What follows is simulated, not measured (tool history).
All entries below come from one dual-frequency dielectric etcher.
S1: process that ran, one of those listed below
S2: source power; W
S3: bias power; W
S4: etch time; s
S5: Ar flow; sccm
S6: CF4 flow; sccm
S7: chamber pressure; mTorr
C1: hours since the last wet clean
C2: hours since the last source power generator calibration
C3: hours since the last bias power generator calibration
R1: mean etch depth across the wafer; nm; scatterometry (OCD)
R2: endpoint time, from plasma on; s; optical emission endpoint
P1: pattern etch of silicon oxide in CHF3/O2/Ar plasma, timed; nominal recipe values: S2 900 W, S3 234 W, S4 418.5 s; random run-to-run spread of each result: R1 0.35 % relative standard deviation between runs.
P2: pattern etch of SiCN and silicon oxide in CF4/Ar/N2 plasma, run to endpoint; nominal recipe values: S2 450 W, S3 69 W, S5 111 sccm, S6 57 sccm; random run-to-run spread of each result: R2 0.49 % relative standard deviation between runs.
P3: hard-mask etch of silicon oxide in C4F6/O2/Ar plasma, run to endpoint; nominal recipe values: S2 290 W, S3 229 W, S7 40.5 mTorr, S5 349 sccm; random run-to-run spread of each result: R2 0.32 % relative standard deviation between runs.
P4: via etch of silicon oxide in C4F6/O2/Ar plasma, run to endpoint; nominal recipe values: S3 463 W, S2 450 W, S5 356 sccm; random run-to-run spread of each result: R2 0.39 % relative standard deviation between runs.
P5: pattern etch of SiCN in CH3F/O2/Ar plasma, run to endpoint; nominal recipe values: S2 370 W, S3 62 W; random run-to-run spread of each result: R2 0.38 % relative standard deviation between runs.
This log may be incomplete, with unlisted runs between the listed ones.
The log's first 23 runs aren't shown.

run 24 day=10.579 | S1=P3 S2=290 S3=229 S5=349 S7=49.5 | C1=494.1 C2=3366.8 C3=833.8 | R2=78.635
run 25 day=11.012 | S1=P1 S2=900 S3=234 S4=418.5 | C1=504.5 C2=3377.2 C3=844.2 | R1=1043.3
run 26 day=11.338 | S1=P1 S2=900 S3=289 S4=418.5 | C1=512.3 C2=3385 C3=852 | R1=1119.2
run 27 day=11.642 | S1=P2 S2=600 S3=69 S5=111 S6=57 | C1=519.6 C2=3392.3 C3=859.3 | R2=9.5919
run 28 day=11.988 | S1=P2 S2=450 S3=91 S5=111 S6=57 | C1=527.9 C2=3400.6 C3=867.6 | R2=11.129
run 29 day=12.312 | S1=P1 S2=900 S3=234 S4=230 | C1=535.7 C2=3408.4 C3=875.4 | R1=571.66
run 30 day=12.896 | S1=P4 S2=350 S3=463 S5=356 | C1=549.7 C2=3422.4 C3=889.4 | R2=42.722
run 31 day=13.492 | S1=P1 S2=900 S3=148 S4=418.5 | C1=564 C2=3436.7 C3=903.7 | R1=895.9
run 32 day=13.788 | S1=P2 S2=450 S3=69 S5=111 S6=57 | C1=571.1 C2=3443.8 C3=910.8 | R2=12.427
run 33 day=14.279 | S1=P1 S2=900 S3=234 S4=418.5 | C1=582.9 C2=3455.6 C3=922.6 | R1=1052.6
run 34 day=14.842 | S1=P1 S2=900 S3=234 S4=418.5 | C1=596.4 C2=3469.1 C3=936.1 | R1=1028.8
run 35 day=15.246 | S1=P1 S2=900 S3=234 S4=418.5 | C1=606.1 C2=3478.8 C3=945.8 | R1=1032.7
run 36 day=15.529 | S1=P1 S2=900 S3=234 S4=418.5 | C1=612.9 C2=3485.6 C3=952.6 | R1=1021.3
run 37 day=15.833 | S1=P1 S2=900 S3=234 S4=418.5 | C1=620.2 C2=3492.9 C3=959.9 | R1=1032.4
-- day=15.946 wet clean of the chamber
run 38 day=16.321 | S1=P1 S2=900 S3=234 S4=418.5 | C1=9 C2=3504.6 C3=971.6 | R1=1020.2
run 39 day=16.833 | S1=P1 S2=900 S3=234 S4=418.5 | C1=21.3 C2=3516.9 C3=983.9 | R1=1026.5
run 40 day=17.321 | S1=P1 S2=900 S3=234 S4=418.5 | C1=33 C2=3528.6 C3=995.6 | R1=1027.1

What does the tool deliver on the next run?
run 41 day=17.8 | S1=P1 S2=900 S3=234 S4=418.5 | C1=44.5 C2=3540.1 C3=1007.1 | R1=?

{"run 41": {"R1": 1022.1}}
